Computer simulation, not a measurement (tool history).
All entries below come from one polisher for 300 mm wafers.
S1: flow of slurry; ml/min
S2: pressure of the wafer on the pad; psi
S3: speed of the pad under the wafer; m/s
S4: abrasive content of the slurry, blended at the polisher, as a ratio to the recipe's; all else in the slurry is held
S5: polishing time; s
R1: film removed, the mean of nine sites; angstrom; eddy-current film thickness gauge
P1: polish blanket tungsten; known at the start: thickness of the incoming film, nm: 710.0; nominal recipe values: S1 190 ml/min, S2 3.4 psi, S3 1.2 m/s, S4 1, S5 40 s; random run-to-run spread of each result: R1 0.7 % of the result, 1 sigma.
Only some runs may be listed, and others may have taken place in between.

{"run": 1, "day": 0.296, "S1": 190, "S2": 3.4, "S3": 1.2, "S4": 1, "S5": 40, "R1": 1996.9}
{"run": 2, "day": 0.758, "S1": 190, "S2": 1.7, "S3": 1.2, "S4": 1, "S5": 40, "R1": 991.2}
{"run": 3, "day": 1.021, "S1": 295, "S2": 3.4, "S3": 1.2, "S4": 1, "S5": 40, "R1": 2125.8}
{"run": 4, "day": 1.329, "S1": 190, "S2": 3.4, "S3": 1.2, "S4": 1, "S5": 40, "R1": 2024.4}
{"run": 5, "day": 1.725, "S1": 130, "S2": 3.4, "S3": 1.2, "S4": 1, "S5": 40, "R1": 1880.7}
{"run": 6, "day": 2.004, "S1": 115, "S2": 3.4, "S3": 1.8, "S4": 1, "S5": 40, "R1": 2748.6}
{"run": 7, "day": 2.433, "S1": 190, "S2": 3.4, "S3": 1.2, "S4": 1, "S5": 40, "R1": 1984}
{"run": 8, "day": 2.683, "S1": 190, "S2": 3.4, "S3": 1.2, "S4": 1, "S5": 40, "R1": 2021.4}
{"run": 9, "day": 3.054, "S1": 190, "S2": 3.4, "S3": 0.74, "S4": 1, "S5": 40, "R1": 1226.2}
{"run": 10, "day": 3.292, "S1": 190, "S2": 3.4, "S3": 1.2, "S4": 1, "S5": 54, "R1": 2708.1}
{"run": 11, "day": 3.633, "S1": 190, "S2": 3.4, "S3": 1.2, "S4": 1, "S5": 40, "R1": 2015.2}
{"run": 12, "day": 3.879, "S1": 190, "S2": 3.4, "S3": 1.2, "S4": 1, "S5": 40, "R1": 1980}
{"day": 3.892, "done": "slurry tank refilled with fresh slurry and peroxide"}
{"run": 13, "day": 4.138, "S1": 190, "S2": 3.4, "S3": 1.2, "S4": 0.65, "S5": 40, "R1": 1803.9}
{"run": 14, "day": 4.562, "S1": 190, "S2": 3.4, "S3": 1.2, "S4": 1, "S5": 29, "R1": 1463.2}
{"run": 15, "day": 4.888, "S1": 190, "S2": 3.4, "S3": 1.72, "S4": 1, "S5": 40, "R1": 2863.2}
{"run": 16, "day": 5.129, "S1": 190, "S2": 3.4, "S3": 1.2, "S4": 1, "S5": 40, "R1": 1990.2}
{"run": 17, "day": 5.504, "S1": 190, "S2": 4.6, "S3": 1.2, "S4": 1, "S5": 40, "R1": 2704.4}
{"run": 18, "day": 5.954, "S1": 190, "S2": 3.4, "S3": 1.2, "S4": 1.4, "S5": 40, "R1": 2193.5}
{"run": 19, "day": 6.192, "S1": 260, "S2": 5.2, "S3": 1.2, "S4": 1, "S5": 40, "R1": 3205.2}
{"run": 20, "day": 6.65, "S1": 190, "S2": 3.4, "S3": 1.2, "S4": 1, "S5": 40, "R1": 2011.3}
{"run": 21, "day": 6.992, "S1": 190, "S2": 3.4, "S3": 1.2, "S4": 1, "S5": 40, "R1": 1930.7}
{"run": 22, "day": 7.317, "S1": 190, "S2": 3.4, "S3": 1.2, "S4": 1, "S5": 40, "R1": 1912.7}
{"run": 23, "day": 7.575, "S1": 190, "S2": 3.4, "S3": 1.2, "S4": 1, "S5": 40, "R1": 1889.6}
{"day": 7.908, "done": "slurry tank refilled with fresh slurry and peroxide"}
{"day": 7.975, "done": "slurry blender recalibrated"}
{"run": 24, "day": 8.038, "S1": 190, "S2": 3.4, "S3": 1.2, "S4": 1, "S5": 40, "R1": 1850.5}
{"run": 25, "day": 8.283, "S1": 190, "S2": 3.4, "S3": 1.2, "S4": 1, "S5": 40, "R1": 1848.2}
{"run": 26, "day": 8.492, "S1": 190, "S2": 3.4, "S3": 1.2, "S4": 1, "S5": 40, "R1": 1837.9}
{"day": 8.571, "done": "worn pad replaced by a new one"}
{"run": 27, "day": 8.925, "S1": 190, "S2": 3.4, "S3": 1.2, "S4": 1, "S5": 40, "R1": 1837}
{"run": 28, "day": 9.267, "S1": 190, "S2": 3.4, "S3": 1.2, "S4": 1, "S5": 40, "R1": 1856}

What P1 gives has crept away from where it was. These 2 causes fit the log equally well, each at the size given:
A: head's pressure below its setpoint, % = 8.33
B: slurry flow missing at the pad, % = 39
At approximately day 6.65, the process output began to creep.
Each remaining cause and why it is not a fit:
removal rate lost through wear of the pad, %: maintenance at day 8.571, after the shift began, did not return the process to its former output
abrasive missing from the slurry, %: maintenance at day 7.975, after the shift began, did not return the process to its former output
peroxide lost from the slurry, %: maintenance at day 7.908, after the shift began, did not return the process to its former output

Each of the check runs listed below is run on 2 wafers and reports their average, with the results left as question marks. Pick the one under which the possible causes would lead to clearly different results.
{"run": "check 1", "day": 9.608, "S1": 190, "S2": 3.4, "S3": 1.2, "S4": 0.85, "S5": 40, "R1": "?"}
{"run": "check 2", "day": 9.608, "S1": 130, "S2": 3.4, "S3": 1.2, "S4": 1, "S5": 40, "R1": "?"}
{"run": "check 3", "day": 9.608, "S1": 190, "S2": 3.4, "S3": 1.48, "S4": 1, "S5": 40, "R1": "?"}
{"run": "check 4", "day": 9.608, "S1": 190, "S2": 3.4, "S3": 0.92, "S4": 1, "S5": 40, "R1": "?"}

If the cause were each of the candidates in turn, the checks would give the following:
check=check_1 result=R1 if_A=1765.8 if_B=1766.1
check=check_2 result=R1 if_A=1722.4 if_B=1662.7
check=check_3 result=R1 if_A=2262.4 if_B=2262.8
check=check_4 result=R1 if_A=1406.4 if_B=1406.6
Minimum pairwise separation of causes per check, each pair taken at its best-separating result: check 1 0.02 %; check 2 3.53 %; check 3 0.02 %; check 4 0.02 %
Check 2 distinguishes between the causes, while the remaining checks would return nearly the same result for all of them.

Check 2 was then run and gave: R1 1717 angstrom. Which cause is it?

It was cause A: head's pressure below its setpoint, %.

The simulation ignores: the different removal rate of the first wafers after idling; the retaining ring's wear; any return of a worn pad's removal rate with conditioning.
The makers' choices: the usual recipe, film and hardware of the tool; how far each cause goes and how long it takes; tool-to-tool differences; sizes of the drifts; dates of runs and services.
